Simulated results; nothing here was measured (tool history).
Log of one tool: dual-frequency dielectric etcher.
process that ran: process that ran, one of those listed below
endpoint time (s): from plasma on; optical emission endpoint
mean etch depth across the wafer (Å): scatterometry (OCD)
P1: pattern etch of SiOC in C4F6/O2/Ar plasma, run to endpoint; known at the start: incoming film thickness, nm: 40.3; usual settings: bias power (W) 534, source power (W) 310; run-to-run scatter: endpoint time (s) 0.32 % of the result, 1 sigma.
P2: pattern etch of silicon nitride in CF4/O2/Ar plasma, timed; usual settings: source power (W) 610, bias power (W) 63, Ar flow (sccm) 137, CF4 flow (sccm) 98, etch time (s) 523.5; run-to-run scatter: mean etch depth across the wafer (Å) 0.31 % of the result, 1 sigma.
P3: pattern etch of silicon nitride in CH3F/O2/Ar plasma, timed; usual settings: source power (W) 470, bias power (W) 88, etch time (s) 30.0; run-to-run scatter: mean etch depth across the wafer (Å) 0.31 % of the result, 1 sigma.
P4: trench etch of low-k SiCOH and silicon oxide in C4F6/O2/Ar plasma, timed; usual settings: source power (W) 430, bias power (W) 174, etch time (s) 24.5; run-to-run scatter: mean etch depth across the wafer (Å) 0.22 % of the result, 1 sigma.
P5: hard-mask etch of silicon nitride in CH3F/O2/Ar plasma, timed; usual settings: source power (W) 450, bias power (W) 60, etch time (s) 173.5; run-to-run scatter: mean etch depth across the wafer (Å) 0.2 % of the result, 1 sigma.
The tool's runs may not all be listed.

run    day  process that ran  bias power (W)  source power (W)  etch time (s)  Ar flow (sccm)  CF4 flow (sccm)  endpoint time (s)  mean etch depth across the wafer (Å)
  1  0.275                P1             534               310                                                             14.627
  2  0.525                P5              77               450          173.5                                                                                   1291.70
  3  0.808                P1             735               390                                                             11.876
  4  1.021                P2              48               610          523.5             137               98                                                 11105.00
  5  1.275                P1             534               420                                                             13.065
     1.325  -- bias power generator calibrated
  6  1.438                P5              60               450          173.5                                                                                   1186.10
  7  1.646                P2              63               610          644.5             137               98                                                 15136.00
  8  1.883                P1             344               390                                                             15.741
  9  2.050                P4             174               430           16.0                                                                                    496.74
 10  2.221                P2              63               610          523.5             137               98                                                 12415.00
 11  2.475                P5              60               450          173.5                                                                                   1186.10
 12  2.754                P3              88               470           30.0                                                                                    240.08
 13  2.958                P1             324               430                                                             15.543
 14  3.154                P5              60               450          227.0                                                                                   1551.00
 15  3.388                P4             174               340           24.5                                                                                    690.96
 16  3.638                P3              55               470           30.0                                                                                    204.48
 17  3.800                P1             434               310                                                             15.840
 18  4.017                P1             534               310                                                             14.583
 19  4.167                P1             534               310                                                             14.593
 20  4.471                P2              63               610          523.5              91               98                                                 13026.00
 21  4.667                P4             174               430           24.5                                                                                    761.80
 22  4.958                P1             534               190                                                             17.418
 23  5.242                P2              63               610          523.5             137               59                                                 11479.00
 24  5.383                P2              63               440          523.5             137               98                                                  9328.40
 25  5.612                P4             243               430           24.5                                                                                    844.11
 26  5.767                P2              63               610          523.5             137               98                                                 12333.00
 27  6.008                P3              88               270           30.0                                                                                    196.54
 28  6.271                P3              88               470           30.0                                                                                    239.98
 29  6.408                P1             642               310                                                             13.616

Forecast run 30:
 30  6.562                P4             174               430           24.5                                                                                         ?

mean etch depth across the wafer (Å): 763.65
